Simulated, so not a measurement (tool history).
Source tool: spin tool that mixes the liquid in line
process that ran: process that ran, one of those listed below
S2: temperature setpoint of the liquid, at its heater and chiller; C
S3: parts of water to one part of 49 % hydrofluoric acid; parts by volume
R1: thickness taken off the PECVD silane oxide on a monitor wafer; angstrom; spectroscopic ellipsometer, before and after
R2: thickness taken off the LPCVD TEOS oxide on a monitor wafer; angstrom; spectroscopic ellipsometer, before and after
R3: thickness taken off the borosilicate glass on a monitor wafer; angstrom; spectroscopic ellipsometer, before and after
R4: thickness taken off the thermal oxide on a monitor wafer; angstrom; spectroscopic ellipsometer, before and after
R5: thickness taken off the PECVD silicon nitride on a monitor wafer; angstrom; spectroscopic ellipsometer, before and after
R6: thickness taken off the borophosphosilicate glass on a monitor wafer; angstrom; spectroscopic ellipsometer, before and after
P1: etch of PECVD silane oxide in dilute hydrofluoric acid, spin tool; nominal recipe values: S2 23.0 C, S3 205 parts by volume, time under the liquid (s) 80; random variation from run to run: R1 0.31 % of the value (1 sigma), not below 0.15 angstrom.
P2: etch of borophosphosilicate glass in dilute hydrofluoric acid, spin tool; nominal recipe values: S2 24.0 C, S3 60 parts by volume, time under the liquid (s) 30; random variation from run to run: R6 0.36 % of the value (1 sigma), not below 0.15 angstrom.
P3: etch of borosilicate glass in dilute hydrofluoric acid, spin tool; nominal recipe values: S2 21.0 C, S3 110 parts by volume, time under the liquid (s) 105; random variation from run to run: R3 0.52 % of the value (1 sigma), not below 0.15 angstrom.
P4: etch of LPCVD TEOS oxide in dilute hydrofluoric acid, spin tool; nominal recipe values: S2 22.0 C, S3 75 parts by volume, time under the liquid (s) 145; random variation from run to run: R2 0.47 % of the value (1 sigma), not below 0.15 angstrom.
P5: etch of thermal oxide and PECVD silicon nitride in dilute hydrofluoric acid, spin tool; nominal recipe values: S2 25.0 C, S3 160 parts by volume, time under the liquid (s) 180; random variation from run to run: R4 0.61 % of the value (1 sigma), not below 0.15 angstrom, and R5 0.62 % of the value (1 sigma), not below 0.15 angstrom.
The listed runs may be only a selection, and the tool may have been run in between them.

run 1 day=0.467 | process_that_ran=P1 S2=23.0 S3=205 time_under_the_liquid_(s)=80 | R1=140.710
run 2 day=0.921 | process_that_ran=P4 S2=22.0 S3=135 time_under_the_liquid_(s)=145 | R2=309.290
run 3 day=1.292 | process_that_ran=P1 S2=23.0 S3=315 time_under_the_liquid_(s)=80 | R1=81.567
run 4 day=1.696 | process_that_ran=P1 S2=17.0 S3=205 time_under_the_liquid_(s)=80 | R1=111.370
run 5 day=2.029 | process_that_ran=P3 S2=28.5 S3=110 time_under_the_liquid_(s)=105 | R3=184.05
run 6 day=2.375 | process_that_ran=P5 S2=25.0 S3=160 time_under_the_liquid_(s)=180 | R4=46.1140 R5=42.1920
run 7 day=2.667 | process_that_ran=P1 S2=23.0 S3=205 time_under_the_liquid_(s)=80 | R1=139.210
run 8 day=3.162 | process_that_ran=P4 S2=27.0 S3=75 time_under_the_liquid_(s)=145 | R2=728.500
run 9 day=3.617 | process_that_ran=P5 S2=25.0 S3=35 time_under_the_liquid_(s)=180 | R4=243.7600 R5=190.5300
run 10 day=3.892 | process_that_ran=P3 S2=21.0 S3=110 time_under_the_liquid_(s)=155 | R3=202.99
run 11 day=4.129 | process_that_ran=P1 S2=23.0 S3=205 time_under_the_liquid_(s)=80 | R1=139.100
run 12 day=4.529 | process_that_ran=P1 S2=31.5 S3=205 time_under_the_liquid_(s)=80 | R1=189.140
run 13 day=5.033 | process_that_ran=P3 S2=21.0 S3=110 time_under_the_liquid_(s)=105 | R3=138.38
run 14 day=5.462 | process_that_ran=P4 S2=22.0 S3=75 time_under_the_liquid_(s)=145 | R2=598.970
run 15 day=5.729 | process_that_ran=P5 S2=17.0 S3=160 time_under_the_liquid_(s)=180 | R4=33.6590 R5=25.2250
run 16 day=6.179 | process_that_ran=P2 S2=24.0 S3=60 time_under_the_liquid_(s)=15 | R6=109.68
run 17 day=6.492 | process_that_ran=P1 S2=23.0 S3=205 time_under_the_liquid_(s)=80 | R1=139.820
run 18 day=6.992 | process_that_ran=P1 S2=23.0 S3=120 time_under_the_liquid_(s)=80 | R1=260.880
run 19 day=7.242 | process_that_ran=P1 S2=23.0 S3=205 time_under_the_liquid_(s)=80 | R1=139.710
run 20 day=7.638 | process_that_ran=P2 S2=24.0 S3=90 time_under_the_liquid_(s)=30 | R6=140.22
run 21 day=8.112 | process_that_ran=P1 S2=23.0 S3=120 time_under_the_liquid_(s)=140 | R1=458.870
run 22 day=8.358 | process_that_ran=P4 S2=22.0 S3=75 time_under_the_liquid_(s)=15 | R2=62.307
-- day=8.575 thermometer replaced
run 23 day=8.762 | process_that_ran=P2 S2=32.0 S3=60 time_under_the_liquid_(s)=30 | R6=300.62
run 24 day=9.221 | process_that_ran=P1 S2=23.0 S3=205 time_under_the_liquid_(s)=145 | R1=253.200
run 25 day=9.562 | process_that_ran=P1 S2=23.0 S3=205 time_under_the_liquid_(s)=35 | R1=61.168
run 26 day=9.842 | process_that_ran=P3 S2=21.0 S3=40 time_under_the_liquid_(s)=105 | R3=413.79
run 27 day=10.362 | process_that_ran=P2 S2=24.0 S3=60 time_under_the_liquid_(s)=30 | R6=219.01
run 28 day=10.604 | process_that_ran=P5 S2=25.0 S3=160 time_under_the_liquid_(s)=20 | R4=5.0159 R5=4.7057
run 29 day=11.071 | process_that_ran=P5 S2=25.0 S3=160 time_under_the_liquid_(s)=180 | R4=45.4100 R5=42.2050
run 30 day=11.504 | process_that_ran=P1 S2=23.0 S3=205 time_under_the_liquid_(s)=80 | R1=138.960
run 31 day=11.983 | process_that_ran=P1 S2=23.0 S3=205 time_under_the_liquid_(s)=80 | R1=143.290
run 32 day=12.346 | process_that_ran=P1 S2=23.0 S3=205 time_under_the_liquid_(s)=80 | R1=144.770
run 33 day=12.821 | process_that_ran=P1 S2=23.0 S3=205 time_under_the_liquid_(s)=80 | R1=145.430
run 34 day=13.075 | process_that_ran=P1 S2=23.0 S3=205 time_under_the_liquid_(s)=80 | R1=146.960
run 35 day=13.588 | process_that_ran=P1 S2=23.0 S3=205 time_under_the_liquid_(s)=80 | R1=147.570
run 36 day=14.029 | process_that_ran=P1 S2=23.0 S3=205 time_under_the_liquid_(s)=80 | R1=147.830
run 37 day=14.346 | process_that_ran=P1 S2=23.0 S3=205 time_under_the_liquid_(s)=80 | R1=148.120
run 38 day=14.633 | process_that_ran=P1 S2=23.0 S3=205 time_under_the_liquid_(s)=80 | R1=147.980
run 39 day=15.042 | process_that_ran=P1 S2=23.0 S3=205 time_under_the_liquid_(s)=80 | R1=148.490
run 40 day=15.529 | process_that_ran=P1 S2=23.0 S3=205 time_under_the_liquid_(s)=80 | R1=148.390

P1 no longer gives what it gave before; its output has crept away from where it was. The following 2 causes, each at its listed size, fit the log equally well:
A: hydrofluoric acid flow above the setpoint (%) = 5.23
B: liquid hotter than its thermometer reads (K) = 1.68
Creep in the process output first set in at about day 11.504.

Listed below are the offered check runs, one wafer per run, with question marks in place of results. For which of them would the causes give clearly different outcomes?
run check 1 day=16.017 | process_that_ran=P3 S2=25.5 S3=110 time_under_the_liquid_(s)=145 | R3=?
run check 2 day=16.017 | process_that_ran=P4 S2=22.0 S3=120 time_under_the_liquid_(s)=30 | R2=?
run check 3 day=16.017 | process_that_ran=P5 S2=25.0 S3=80 time_under_the_liquid_(s)=180 | R4=? R5=?
run check 4 day=16.017 | process_that_ran=P2 S2=31.5 S3=60 time_under_the_liquid_(s)=30 | R6=?

What every check run would give for each of its results, assuming each possible cause in turn:
check=check_1 result=R3 if_A=240.60 if_B=242.23
check=check_2 result=R2 if_A=78.009 if_B=78.681
check=check_3 result=R4 if_A=106.5400 if_B=107.6400
check=check_3 result=R5 if_A=88.7370 if_B=94.1970
check=check_4 result=R6 if_A=311.88 if_B=314.51
How far apart the two closest causes lie, in the result that separates them most: check 1 0.68 %; check 2 0.86 %; check 3 5.97 %; check 4 0.84 %
The other checks would show nearly matching results whichever cause is true, so check 3 is the only one that separates the causes.

Running check 3 produced the following: R4 106.8900 angstrom; R5 88.3950 angstrom. Which one of the listed causes fits?

It was cause A: hydrofluoric acid flow above the setpoint (%).
